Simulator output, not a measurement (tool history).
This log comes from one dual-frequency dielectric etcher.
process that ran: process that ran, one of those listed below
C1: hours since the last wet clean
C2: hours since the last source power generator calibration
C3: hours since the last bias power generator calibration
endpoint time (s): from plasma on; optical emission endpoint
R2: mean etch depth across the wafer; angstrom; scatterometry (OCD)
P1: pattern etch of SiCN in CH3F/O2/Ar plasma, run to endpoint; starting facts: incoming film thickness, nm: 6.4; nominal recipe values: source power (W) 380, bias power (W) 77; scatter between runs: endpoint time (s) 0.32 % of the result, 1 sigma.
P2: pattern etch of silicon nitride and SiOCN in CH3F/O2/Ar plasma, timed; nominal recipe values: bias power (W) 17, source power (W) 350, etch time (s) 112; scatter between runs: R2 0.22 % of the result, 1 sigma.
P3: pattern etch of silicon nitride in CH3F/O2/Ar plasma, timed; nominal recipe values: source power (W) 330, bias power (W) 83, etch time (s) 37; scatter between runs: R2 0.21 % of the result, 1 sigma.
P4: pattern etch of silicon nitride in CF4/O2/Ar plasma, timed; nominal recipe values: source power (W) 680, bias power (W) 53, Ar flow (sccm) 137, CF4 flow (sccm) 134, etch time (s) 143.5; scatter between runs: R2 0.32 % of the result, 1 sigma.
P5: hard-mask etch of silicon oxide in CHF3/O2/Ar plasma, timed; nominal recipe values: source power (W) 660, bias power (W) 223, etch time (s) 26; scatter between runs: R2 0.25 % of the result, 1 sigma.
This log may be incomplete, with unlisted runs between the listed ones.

{"run": 1, "hour": 4.7, "process that ran": "P1", "source power (W)": 380, "bias power (W)": 77, "C1": 379.8, "C2": 794.7, "C3": 851.7, "endpoint time (s)": 17.488}
{"run": 2, "hour": 9.5, "process that ran": "P1", "source power (W)": 380, "bias power (W)": 97, "C1": 384.6, "C2": 799.5, "C3": 856.5, "endpoint time (s)": 16.001}
{"run": 3, "hour": 14.8, "process that ran": "P3", "source power (W)": 330, "bias power (W)": 83, "etch time (s)": 37, "C1": 389.9, "C2": 804.8, "C3": 861.8, "R2": 249.76}
{"run": 4, "hour": 23.6, "process that ran": "P4", "source power (W)": 680, "bias power (W)": 53, "etch time (s)": 143.5, "Ar flow (sccm)": 137, "CF4 flow (sccm)": 173, "C1": 398.7, "C2": 813.6, "C3": 870.6, "R2": 3769.3}
{"run": 5, "hour": 31.1, "process that ran": "P1", "source power (W)": 380, "bias power (W)": 54, "C1": 406.2, "C2": 821.1, "C3": 878.1, "endpoint time (s)": 19.716}
{"run": 6, "hour": 38.4, "process that ran": "P1", "source power (W)": 510, "bias power (W)": 94, "C1": 413.5, "C2": 828.4, "C3": 885.4, "endpoint time (s)": 14.493}
{"run": 7, "hour": 46.2, "process that ran": "P1", "source power (W)": 380, "bias power (W)": 77, "C1": 421.3, "C2": 836.2, "C3": 893.2, "endpoint time (s)": 17.478}
{"run": 8, "hour": 53.4, "process that ran": "P1", "source power (W)": 230, "bias power (W)": 77, "C1": 428.5, "C2": 843.4, "C3": 900.4, "endpoint time (s)": 21.101}
{"run": 9, "hour": 59.6, "process that ran": "P2", "source power (W)": 350, "bias power (W)": 17, "etch time (s)": 61.5, "C1": 434.7, "C2": 849.6, "C3": 906.6, "R2": 69.218}
{"run": 10, "hour": 69.5, "process that ran": "P3", "source power (W)": 330, "bias power (W)": 83, "etch time (s)": 52, "C1": 444.6, "C2": 859.5, "C3": 916.5, "R2": 351.16}
{"run": 11, "hour": 77.2, "process that ran": "P3", "source power (W)": 440, "bias power (W)": 83, "etch time (s)": 37, "C1": 452.3, "C2": 867.2, "C3": 924.2, "R2": 278.17}
{"run": 12, "hour": 86.8, "process that ran": "P1", "source power (W)": 380, "bias power (W)": 77, "C1": 461.9, "C2": 876.8, "C3": 933.8, "endpoint time (s)": 17.434}
{"run": 13, "hour": 95.0, "process that ran": "P2", "source power (W)": 350, "bias power (W)": 17, "etch time (s)": 112, "C1": 470.1, "C2": 885, "C3": 942, "R2": 126.21}
{"run": 14, "hour": 101.7, "process that ran": "P4", "source power (W)": 550, "bias power (W)": 53, "etch time (s)": 143.5, "Ar flow (sccm)": 137, "CF4 flow (sccm)": 134, "C1": 476.8, "C2": 891.7, "C3": 948.7, "R2": 3039.3}
{"run": 15, "hour": 109.1, "process that ran": "P1", "source power (W)": 280, "bias power (W)": 47, "C1": 484.2, "C2": 899.1, "C3": 956.1, "endpoint time (s)": 23.235}
{"run": 16, "hour": 117.7, "process that ran": "P3", "source power (W)": 330, "bias power (W)": 50, "etch time (s)": 37, "C1": 492.8, "C2": 907.7, "C3": 964.7, "R2": 210}
{"run": 17, "hour": 122.2, "process that ran": "P2", "source power (W)": 260, "bias power (W)": 17, "etch time (s)": 112, "C1": 497.3, "C2": 912.2, "C3": 969.2, "R2": 113.98}
{"run": 18, "hour": 127.9, "process that ran": "P4", "source power (W)": 680, "bias power (W)": 33, "etch time (s)": 143.5, "Ar flow (sccm)": 137, "CF4 flow (sccm)": 134, "C1": 503, "C2": 917.9, "C3": 974.9, "R2": 3092.2}
{"run": 19, "hour": 134.1, "process that ran": "P5", "source power (W)": 520, "bias power (W)": 223, "etch time (s)": 26, "C1": 509.2, "C2": 924.1, "C3": 981.1, "R2": 570.86}
{"run": 20, "hour": 140.5, "process that ran": "P5", "source power (W)": 660, "bias power (W)": 291, "etch time (s)": 26, "C1": 515.6, "C2": 930.5, "C3": 987.5, "R2": 685.4}
{"run": 21, "hour": 145.7, "process that ran": "P4", "source power (W)": 680, "bias power (W)": 53, "etch time (s)": 204.5, "Ar flow (sccm)": 137, "CF4 flow (sccm)": 134, "C1": 520.8, "C2": 935.7, "C3": 992.7, "R2": 5202.1}
{"run": 22, "hour": 154.5, "process that ran": "P2", "source power (W)": 350, "bias power (W)": 12, "etch time (s)": 112, "C1": 529.6, "C2": 944.5, "C3": 1001.5, "R2": 110.39}
{"run": 23, "hour": 159.3, "process that ran": "P4", "source power (W)": 680, "bias power (W)": 53, "etch time (s)": 143.5, "Ar flow (sccm)": 137, "CF4 flow (sccm)": 134, "C1": 534.4, "C2": 949.3, "C3": 1006.3, "R2": 3651.9}
{"run": 24, "hour": 169.0, "process that ran": "P1", "source power (W)": 470, "bias power (W)": 77, "C1": 544.1, "C2": 959, "C3": 1016, "endpoint time (s)": 16.135}
{"run": 25, "hour": 175.6, "process that ran": "P3", "source power (W)": 330, "bias power (W)": 83, "etch time (s)": 37, "C1": 550.7, "C2": 965.6, "C3": 1022.6, "R2": 251.03}
{"run": 26, "hour": 180.4, "process that ran": "P2", "source power (W)": 350, "bias power (W)": 17, "etch time (s)": 112, "C1": 555.5, "C2": 970.4, "C3": 1027.4, "R2": 126.66}
{"run": 27, "hour": 190.1, "process that ran": "P1", "source power (W)": 380, "bias power (W)": 77, "C1": 565.2, "C2": 980.1, "C3": 1037.1, "endpoint time (s)": 17.505}
{"run": 28, "hour": 195.5, "process that ran": "P5", "source power (W)": 660, "bias power (W)": 223, "etch time (s)": 26, "C1": 570.6, "C2": 985.5, "C3": 1042.5, "R2": 623.1}
{"run": 29, "hour": 200.7, "process that ran": "P5", "source power (W)": 660, "bias power (W)": 223, "etch time (s)": 17.5, "C1": 575.8, "C2": 990.7, "C3": 1047.7, "R2": 419.3}
{"run": 30, "hour": 210.7, "process that ran": "P4", "source power (W)": 680, "bias power (W)": 53, "etch time (s)": 143.5, "Ar flow (sccm)": 162, "CF4 flow (sccm)": 134, "C1": 585.8, "C2": 1000.7, "C3": 1057.7, "R2": 3564.8}
{"run": 31, "hour": 218.9, "process that ran": "P1", "source power (W)": 380, "bias power (W)": 77, "C1": 594, "C2": 1008.9, "C3": 1065.9, "endpoint time (s)": 17.458}
{"run": 32, "hour": 226.8, "process that ran": "P1", "source power (W)": 380, "bias power (W)": 77, "C1": 601.9, "C2": 1016.8, "C3": 1073.8, "endpoint time (s)": 17.53}
{"run": 33, "hour": 235.0, "process that ran": "P1", "source power (W)": 380, "bias power (W)": 77, "C1": 610.1, "C2": 1025, "C3": 1082, "endpoint time (s)": 17.645}
{"run": 34, "hour": 242.6, "process that ran": "P1", "source power (W)": 380, "bias power (W)": 77, "C1": 617.7, "C2": 1032.6, "C3": 1089.6, "endpoint time (s)": 17.74}
{"run": 35, "hour": 249.2, "process that ran": "P1", "source power (W)": 380, "bias power (W)": 77, "C1": 624.3, "C2": 1039.2, "C3": 1096.2, "endpoint time (s)": 17.684}
{"hour": 253.2, "done": "wet clean of the chamber"}
{"run": 36, "hour": 254.3, "process that ran": "P1", "source power (W)": 380, "bias power (W)": 77, "C1": 1.1, "C2": 1044.3, "C3": 1101.3, "endpoint time (s)": 17.846}
{"run": 37, "hour": 263.6, "process that ran": "P1", "source power (W)": 380, "bias power (W)": 77, "C1": 10.4, "C2": 1053.6, "C3": 1110.6, "endpoint time (s)": 17.741}
{"run": 38, "hour": 268.4, "process that ran": "P1", "source power (W)": 380, "bias power (W)": 77, "C1": 15.2, "C2": 1058.4, "C3": 1115.4, "endpoint time (s)": 17.816}
{"run": 39, "hour": 276.8, "process that ran": "P1", "source power (W)": 380, "bias power (W)": 77, "C1": 23.6, "C2": 1066.8, "C3": 1123.8, "endpoint time (s)": 17.734}
{"run": 40, "hour": 284.5, "process that ran": "P1", "source power (W)": 380, "bias power (W)": 77, "C1": 31.3, "C2": 1074.5, "C3": 1131.5, "endpoint time (s)": 17.777}
{"run": 41, "hour": 289.3, "process that ran": "P1", "source power (W)": 380, "bias power (W)": 77, "C1": 36.1, "C2": 1079.3, "C3": 1136.3, "endpoint time (s)": 17.826}
{"run": 42, "hour": 294.8, "process that ran": "P1", "source power (W)": 380, "bias power (W)": 77, "C1": 41.6, "C2": 1084.8, "C3": 1141.8, "endpoint time (s)": 17.772}

What P1 gives has crept away from where it was. These 2 causes fit the log equally well, each at the size given:
A: source power that arrives under what is set, % = 4.25
B: bias power that arrives under what is set, % = 4.43
Onset of the creep was near hour 218.9.
Why every other cause is out:
chamber walls in a state that lowers the etch rate, %: was serviced at hour 253.2, once the creep was under way, yet the earlier output never came back

4 check runs are offered, each on 2 wafers whose results are averaged, their results left as question marks. Which one tells the causes apart?
{"run": "check 1", "hour": 300.3, "process that ran": "P4", "source power (W)": 680, "bias power (W)": 53, "etch time (s)": 203.5, "Ar flow (sccm)": 137, "CF4 flow (sccm)": 134, "R2": "?"}
{"run": "check 2", "hour": 300.3, "process that ran": "P5", "source power (W)": 660, "bias power (W)": 284, "etch time (s)": 26, "R2": "?"}
{"run": "check 3", "hour": 300.3, "process that ran": "P2", "source power (W)": 260, "bias power (W)": 14, "etch time (s)": 112, "R2": "?"}
{"run": "check 4", "hour": 300.3, "process that ran": "P3", "source power (W)": 420, "bias power (W)": 83, "etch time (s)": 50.5, "R2": "?"}

Check results expected under each cause:
check=check_1 result=R2 if_A=4979.2 if_B=5085.5
check=check_2 result=R2 if_A=667.64 if_B=667.53
check=check_3 result=R2 if_A=103.29 if_B=102.96
check=check_4 result=R2 if_A=367.7 if_B=367.86
Smallest distance between any two causes, each pair judged by its most separating result, in per cent: check 1 2.11 %; check 2 0.02 %; check 3 0.32 %; check 4 0.05 %
The causes can be told apart only by check 1. The other checks would give nearly the same results under each of them.

Check 1 was then run and gave: R2 4964.4 angstrom. Which cause is it?

It is A: source power that arrives under what is set, %.
